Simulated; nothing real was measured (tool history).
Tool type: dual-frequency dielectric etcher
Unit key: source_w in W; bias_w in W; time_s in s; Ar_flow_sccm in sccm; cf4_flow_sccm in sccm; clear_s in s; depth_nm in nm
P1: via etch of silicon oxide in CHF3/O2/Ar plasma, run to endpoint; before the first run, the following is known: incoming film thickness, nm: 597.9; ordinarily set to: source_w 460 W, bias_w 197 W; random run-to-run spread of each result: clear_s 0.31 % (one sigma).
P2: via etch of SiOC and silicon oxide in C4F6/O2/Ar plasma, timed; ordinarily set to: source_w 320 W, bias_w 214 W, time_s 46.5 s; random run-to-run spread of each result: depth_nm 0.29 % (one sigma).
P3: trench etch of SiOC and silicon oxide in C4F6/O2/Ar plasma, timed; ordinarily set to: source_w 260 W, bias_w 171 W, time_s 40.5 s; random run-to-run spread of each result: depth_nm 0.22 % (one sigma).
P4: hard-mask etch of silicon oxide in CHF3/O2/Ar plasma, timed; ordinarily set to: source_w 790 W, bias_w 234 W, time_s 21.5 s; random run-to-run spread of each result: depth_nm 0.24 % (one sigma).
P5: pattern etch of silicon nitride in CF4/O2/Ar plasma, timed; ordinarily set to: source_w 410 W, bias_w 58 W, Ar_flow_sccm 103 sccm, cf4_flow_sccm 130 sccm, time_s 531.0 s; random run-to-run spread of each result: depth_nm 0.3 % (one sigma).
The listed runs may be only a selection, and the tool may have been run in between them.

run,hour,process,source_w,bias_w,time_s,Ar_flow_sccm,cf4_flow_sccm,clear_s,depth_nm
1,4.3,P1,460,197,,,,316.33,
2,13.0,P2,410,214,46.5,,,,56.702
3,19.8,P5,410,58,531.0,103,172,,928.970
4,27.6,P3,260,171,40.5,,,,67.901
5,32.9,P4,970,234,21.5,,,,55.987
6,38.5,P4,790,234,21.5,,,,52.037
7,43.8,P1,460,197,,,,316.52,
8,51.9,P1,460,130,,,,364.75,
9,58.0,P5,310,58,531.0,103,130,,712.770
# hour 59.9: source power generator calibrated
10,64.9,P4,790,234,32.0,,,,77.018
11,69.5,P3,260,219,40.5,,,,73.626
12,77.9,P1,460,255,,,,287.83,
13,85.4,P1,350,135,,,,397.63,
14,92.6,P2,320,214,46.5,,,,51.693
15,97.0,P2,320,134,46.5,,,,44.455
16,105.1,P1,460,197,,,,316.99,
17,113.2,P5,410,38,531.0,103,130,,775.940
18,118.5,P2,320,214,68.5,,,,76.069
19,122.5,P3,260,171,29.5,,,,49.384
20,129.7,P5,410,58,531.0,103,130,,904.830
21,133.8,P1,330,197,,,,359.71,
22,139.7,P5,410,58,292.0,103,130,,497.800
23,147.2,P1,590,197,,,,288.70,
24,152.4,P4,790,234,21.5,,,,51.945
25,157.3,P5,410,58,531.0,72,130,,934.040
26,165.6,P1,460,197,,,,317.24,
27,171.9,P4,790,143,21.5,,,,44.010
28,180.6,P1,460,197,,,,314.90,
29,188.7,P3,310,171,40.5,,,,72.697
30,193.4,P5,410,58,531.0,103,130,,908.220
31,200.4,P1,460,197,,,,316.07,
32,208.5,P1,460,197,,,,313.63,
33,213.8,P1,460,197,,,,313.38,
# hour 219.1: wet clean of the chamber
34,220.2,P1,460,197,,,,312.47,
35,228.3,P1,460,197,,,,312.86,
36,235.1,P1,460,197,,,,310.79,
37,239.3,P1,460,197,,,,311.66,
38,248.2,P1,460,197,,,,312.07,

The output of P1 has drifted from where it used to be. Each of the 2 causes below, taken at the size shown beside it, accounts for the log equally well:
A: source power that arrives over what is set, % = 4.14
B: bias power that arrives over what is set, % = 4.49
The process output started creeping at around hour 200.4.
The rest of the possible causes, and what rules out each one:
chamber walls in a state that raises the etch rate, %: was serviced at hour 219.1, once the creep was under way, yet the earlier output never came back

Consider the 4 check runs below, whose results appear as question marks and each of which averages 2 wafers. Which one distinguishes the causes, in that each cause would give it a clearly different result?
check 1,257.1,P2,390,214,66.5,,,,?
check 2,257.1,P4,790,145,26.0,,,,?
check 3,257.1,P5,410,46,531.0,73,130,,?
check 4,257.1,P3,260,212,40.5,,,,?

What every check run would give for each of its results, assuming each possible cause in turn:
check,result,if A,if B
check 1,depth_nm,80.935,80.868
check 2,depth_nm,54.373,54.267
check 3,depth_nm,892.760,874.880
check 4,depth_nm,73.906,73.859
How far apart the two closest causes lie, in the result that separates them most: check 1 0.08 %; check 2 0.2 %; check 3 2.02 %; check 4 0.06 %
Only check 3 tells the causes apart: in the others they would give nearly the same result.

Check 3 has now been run. It gave: depth_nm 873.000 nm. Which of the candidate causes is it?

The cause is B: bias power that arrives over what is set, %.
